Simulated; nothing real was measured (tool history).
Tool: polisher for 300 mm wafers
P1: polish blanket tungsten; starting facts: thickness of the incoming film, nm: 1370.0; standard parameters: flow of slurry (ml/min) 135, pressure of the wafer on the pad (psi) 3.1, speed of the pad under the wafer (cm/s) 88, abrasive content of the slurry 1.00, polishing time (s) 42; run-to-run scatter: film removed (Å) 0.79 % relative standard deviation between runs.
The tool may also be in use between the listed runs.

| run | hour | flow of slurry (ml/min) | pressure of the wafer on the pad (psi) | speed of the pad under the wafer (cm/s) | abrasive content of the slurry | polishing time (s) | wafers polished on this pad | hours since the slurry nozzle was cleaned | hours since the head pressure was calibrated | hours since the slurry blender was calibrated | hours since the slurry got fresh peroxide | film removed (Å) |
|---|---|---|---|---|---|---|---|---|---|---|---|---|
| 1 | 16.4 | 135 | 3.1 | 88 | 1.00 | 42 | 553 | 413.5 | 73.6 | 79.9 | 32.3 | 1553.70 |
| 2 | 32.0 | 200 | 3.1 | 88 | 1.00 | 42 | 707 | 429.1 | 89.2 | 95.5 | 47.9 | 1648.90 |
| 3 | 46.2 | 135 | 3.1 | 88 | 1.00 | 42 | 847 | 443.3 | 103.4 | 109.7 | 62.1 | 1541.70 |
| 4 | 59.3 | 135 | 3.1 | 88 | 0.55 | 42 | 977 | 456.4 | 116.5 | 122.8 | 75.2 | 1337.40 |
| 5 | 72.7 | 135 | 3.1 | 128 | 1.00 | 42 | 1109 | 469.8 | 129.9 | 136.2 | 88.6 | 2243.00 |
| 6 | 85.2 | 135 | 3.1 | 52 | 1.00 | 42 | 1233 | 482.3 | 142.4 | 148.7 | 101.1 | 905.25 |
| 7 | 95.4 | 135 | 1.4 | 88 | 1.00 | 42 | 1334 | 492.5 | 152.6 | 158.9 | 111.3 | 699.75 |
| 8 | 113.4 | 80 | 3.1 | 130 | 1.00 | 42 | 1512 | 510.5 | 170.6 | 176.9 | 129.3 | 2014.00 |
|  | 115.9 | slurry nozzle cleaned |
| 9 | 127.4 | 80 | 3.1 | 88 | 1.00 | 42 | 1650 | 11.6 | 184.6 | 190.9 | 143.3 | 1377.40 |
| 10 | 141.8 | 175 | 1.5 | 88 | 1.00 | 42 | 1792 | 26.0 | 199.0 | 205.3 | 157.7 | 776.43 |
| 11 | 151.6 | 135 | 3.1 | 88 | 1.00 | 42 | 1889 | 35.8 | 208.8 | 215.1 | 167.5 | 1538.70 |
| 12 | 170.6 | 135 | 4.7 | 88 | 1.00 | 42 | 2077 | 54.8 | 227.8 | 234.1 | 186.5 | 2355.50 |
| 13 | 181.0 | 135 | 3.1 | 88 | 1.00 | 42 | 2180 | 65.2 | 238.2 | 244.5 | 196.9 | 1565.70 |
| 14 | 191.7 | 135 | 3.1 | 88 | 1.45 | 42 | 2285 | 75.9 | 248.9 | 255.2 | 207.6 | 1689.30 |
| 15 | 202.2 | 135 | 3.1 | 88 | 1.00 | 42 | 2389 | 86.4 | 259.4 | 265.7 | 218.1 | 1522.20 |
| 16 | 214.6 | 135 | 3.1 | 88 | 1.00 | 59 | 2512 | 98.8 | 271.8 | 278.1 | 230.5 | 2182.80 |
| 17 | 233.0 | 135 | 3.1 | 88 | 1.00 | 19 | 2694 | 117.2 | 290.2 | 296.5 | 248.9 | 703.55 |
| 18 | 244.8 | 135 | 3.1 | 88 | 1.00 | 42 | 2810 | 129.0 | 302.0 | 308.3 | 260.7 | 1530.40 |
| 19 | 260.4 | 135 | 1.5 | 88 | 1.40 | 42 | 2965 | 144.6 | 317.6 | 323.9 | 276.3 | 818.24 |
| 20 | 269.3 | 135 | 3.1 | 88 | 1.00 | 42 | 3052 | 153.5 | 326.5 | 332.8 | 285.2 | 1540.40 |
| 21 | 285.7 | 135 | 3.1 | 88 | 1.00 | 42 | 3215 | 169.9 | 342.9 | 349.2 | 301.6 | 1460.70 |
| 22 | 297.7 | 135 | 3.1 | 88 | 1.00 | 42 | 3333 | 181.9 | 354.9 | 361.2 | 313.6 | 1431.30 |

What does the tool deliver on the next run?
|  | 315.2 | slurry blender recalibrated |
| 23 | 315.9 | 135 | 3.1 | 88 | 1.00 | 42 | 3513 | 200.1 | 373.1 | 0.8 | 331.8 | ? |

{"run 23": {"film removed (Å)": 1412.8}}
